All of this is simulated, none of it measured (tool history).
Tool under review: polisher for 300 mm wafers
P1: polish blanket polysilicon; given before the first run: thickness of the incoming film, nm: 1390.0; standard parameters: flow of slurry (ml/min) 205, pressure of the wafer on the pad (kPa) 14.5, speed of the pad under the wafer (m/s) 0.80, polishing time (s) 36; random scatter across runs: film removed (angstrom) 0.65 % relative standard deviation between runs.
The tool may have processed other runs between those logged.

run,hour,flow of slurry (ml/min),pressure of the wafer on the pad (kPa),speed of the pad under the wafer (m/s),polishing time (s),wafers polished on this pad,hours since the slurry nozzle was cleaned,hours since the head pressure was calibrated,film removed (angstrom)
1,3.1,205,14.5,0.80,36,281,417.7,251.2,1538.50
2,7.8,205,18.6,0.48,36,348,422.4,255.9,1167.80
3,10.2,280,14.5,0.80,36,382,424.8,258.3,1579.80
4,14.5,205,22.1,0.80,36,443,429.1,262.6,2308.40
# hour 15.2: slurry nozzle cleaned
5,19.3,205,14.5,0.80,36,511,4.1,267.4,1526.80
6,22.9,205,14.5,1.20,36,563,7.7,271.0,2271.10
7,26.4,205,21.4,0.80,17,612,11.2,274.5,1062.30
8,29.8,205,14.5,0.80,36,661,14.6,277.9,1527.20
# hour 31.8: head pressure recalibrated
9,34.4,125,14.5,0.80,36,726,19.2,2.6,1411.70
10,37.4,205,14.5,0.80,17,769,22.2,5.6,725.69
11,40.1,205,14.5,0.80,36,807,24.9,8.3,1533.20
12,44.8,205,14.5,0.80,54,874,29.6,13.0,2306.50
13,47.6,205,14.5,0.36,36,914,32.4,15.8,688.03
14,51.3,205,14.5,0.80,36,967,36.1,19.5,1525.90
15,55.5,205,8.3,0.80,36,1027,40.3,23.7,865.55
16,59.1,130,14.5,0.98,36,1078,43.9,27.3,1722.60
17,61.8,205,14.5,0.80,36,1116,46.6,30.0,1534.70
18,65.9,205,14.5,0.80,36,1175,50.7,34.1,1483.40
19,68.5,205,14.5,0.80,36,1212,53.3,36.7,1462.50
20,72.9,205,14.5,0.80,36,1274,57.7,41.1,1426.50

What will run 21 give?
21,76.4,205,14.5,0.80,36,1324,61.2,44.6,?

{"run 21": {"film removed (angstrom)": 1416.5}}
